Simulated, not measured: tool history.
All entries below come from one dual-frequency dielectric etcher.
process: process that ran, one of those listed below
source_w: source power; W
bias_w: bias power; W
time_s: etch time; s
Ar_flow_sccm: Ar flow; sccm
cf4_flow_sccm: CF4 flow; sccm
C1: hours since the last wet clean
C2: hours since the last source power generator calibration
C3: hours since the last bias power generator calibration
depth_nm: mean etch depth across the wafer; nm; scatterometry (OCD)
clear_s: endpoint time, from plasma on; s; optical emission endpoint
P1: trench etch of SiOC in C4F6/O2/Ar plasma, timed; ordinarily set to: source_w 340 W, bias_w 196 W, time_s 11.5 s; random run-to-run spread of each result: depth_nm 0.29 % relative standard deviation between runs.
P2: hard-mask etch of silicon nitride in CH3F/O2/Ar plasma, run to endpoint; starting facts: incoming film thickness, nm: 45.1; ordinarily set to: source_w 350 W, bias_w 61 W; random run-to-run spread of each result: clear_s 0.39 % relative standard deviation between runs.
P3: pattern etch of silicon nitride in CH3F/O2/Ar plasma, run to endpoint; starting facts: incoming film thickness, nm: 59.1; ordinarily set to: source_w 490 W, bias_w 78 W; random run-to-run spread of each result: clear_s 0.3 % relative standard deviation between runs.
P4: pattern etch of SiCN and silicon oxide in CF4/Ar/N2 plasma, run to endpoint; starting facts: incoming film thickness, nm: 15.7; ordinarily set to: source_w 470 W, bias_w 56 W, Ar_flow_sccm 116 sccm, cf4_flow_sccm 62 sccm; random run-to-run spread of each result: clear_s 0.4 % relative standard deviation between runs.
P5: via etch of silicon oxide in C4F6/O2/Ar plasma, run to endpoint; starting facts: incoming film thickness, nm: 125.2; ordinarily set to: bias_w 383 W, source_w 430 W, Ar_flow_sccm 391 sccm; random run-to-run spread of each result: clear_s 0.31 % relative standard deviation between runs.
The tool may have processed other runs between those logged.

Run 1, hour 2.2: process P1, source_w 340 W, bias_w 196 W, time_s 11.5 s; C1 262.4; C2 914.4; C3 1575.4. Result: depth_nm 23.544 nm.
Run 2, hour 5.2: process P1, source_w 340 W, bias_w 196 W, time_s 11.5 s; C1 265.4; C2 917.4; C3 1578.4. Result: depth_nm 23.555 nm.
Run 3, hour 7.2: process P4, source_w 470 W, bias_w 56 W, Ar_flow_sccm 116 sccm, cf4_flow_sccm 62 sccm; C1 267.4; C2 919.4; C3 1580.4. Result: clear_s 19.252 s.
Run 4, hour 10: process P5, source_w 430 W, bias_w 383 W, Ar_flow_sccm 391 sccm; C1 270.2; C2 922.2; C3 1583.2. Result: clear_s 29.774 s.
Run 5, hour 13.1: process P4, source_w 470 W, bias_w 56 W, Ar_flow_sccm 116 sccm, cf4_flow_sccm 77 sccm; C1 273.3; C2 925.3; C3 1586.3. Result: clear_s 18.601 s.
Run 6, hour 17.5: process P2, source_w 350 W, bias_w 61 W; C1 277.7; C2 929.7; C3 1590.7. Result: clear_s 72.02 s.
Run 7, hour 20.2: process P3, source_w 330 W, bias_w 78 W; C1 280.4; C2 932.4; C3 1593.4. Result: clear_s 88.067 s.
Run 8, hour 22.6: process P5, source_w 430 W, bias_w 248 W, Ar_flow_sccm 391 sccm; C1 282.8; C2 934.8; C3 1595.8. Result: clear_s 34.532 s.
Run 9, hour 24.6: process P2, source_w 350 W, bias_w 61 W; C1 284.8; C2 936.8; C3 1597.8. Result: clear_s 72.675 s.
Run 10, hour 28.6: process P4, source_w 470 W, bias_w 56 W, Ar_flow_sccm 116 sccm, cf4_flow_sccm 62 sccm; C1 288.8; C2 940.8; C3 1601.8. Result: clear_s 19.434 s.
Run 11, hour 33: process P1, source_w 340 W, bias_w 196 W, time_s 11.5 s; C1 293.2; C2 945.2; C3 1606.2. Result: depth_nm 23.469 nm.
Run 12, hour 37: process P3, source_w 490 W, bias_w 78 W; C1 297.2; C2 949.2; C3 1610.2. Result: clear_s 75.988 s.
Run 13, hour 39.4: process P1, source_w 220 W, bias_w 196 W, time_s 11.5 s; C1 299.6; C2 951.6; C3 1612.6. Result: depth_nm 19.998 nm.
At hour 39.6: bias power generator calibrated.
Run 14, hour 42.4: process P1, source_w 340 W, bias_w 196 W, time_s 11.5 s; C1 302.6; C2 954.6; C3 2.9. Result: depth_nm 23.608 nm.
Run 15, hour 45.3: process P1, source_w 460 W, bias_w 196 W, time_s 11.5 s; C1 305.5; C2 957.5; C3 5.8. Result: depth_nm 26.523 nm.
Run 16, hour 47.6: process P1, source_w 340 W, bias_w 196 W, time_s 7 s; C1 307.8; C2 959.8; C3 8.1. Result: depth_nm 14.289 nm.
Run 17, hour 50.4: process P4, source_w 470 W, bias_w 35 W, Ar_flow_sccm 116 sccm, cf4_flow_sccm 62 sccm; C1 310.6; C2 962.6; C3 10.9. Result: clear_s 22.315 s.
Run 18, hour 53.6: process P1, source_w 340 W, bias_w 196 W, time_s 11.5 s; C1 313.8; C2 965.8; C3 14.1. Result: depth_nm 23.48 nm.
Run 19, hour 57.8: process P1, source_w 340 W, bias_w 196 W, time_s 16 s; C1 318; C2 970; C3 18.3. Result: depth_nm 32.65 nm.
Run 20, hour 61.5: process P5, source_w 580 W, bias_w 383 W, Ar_flow_sccm 391 sccm; C1 321.7; C2 973.7; C3 22. Result: clear_s 26.707 s.
Run 21, hour 64: process P2, source_w 440 W, bias_w 61 W; C1 324.2; C2 976.2; C3 24.5. Result: clear_s 66.67 s.
Run 22, hour 66.9: process P1, source_w 340 W, bias_w 196 W, time_s 11.5 s; C1 327.1; C2 979.1; C3 27.4. Result: depth_nm 23.487 nm.

For run 23, what comes out?
Run 23, hour 69.6: process P3, source_w 490 W, bias_w 78 W; C1 329.8; C2 981.8; C3 30.1. Result: clear_s ?.

Run 23 came out at clear_s 75.857 s.
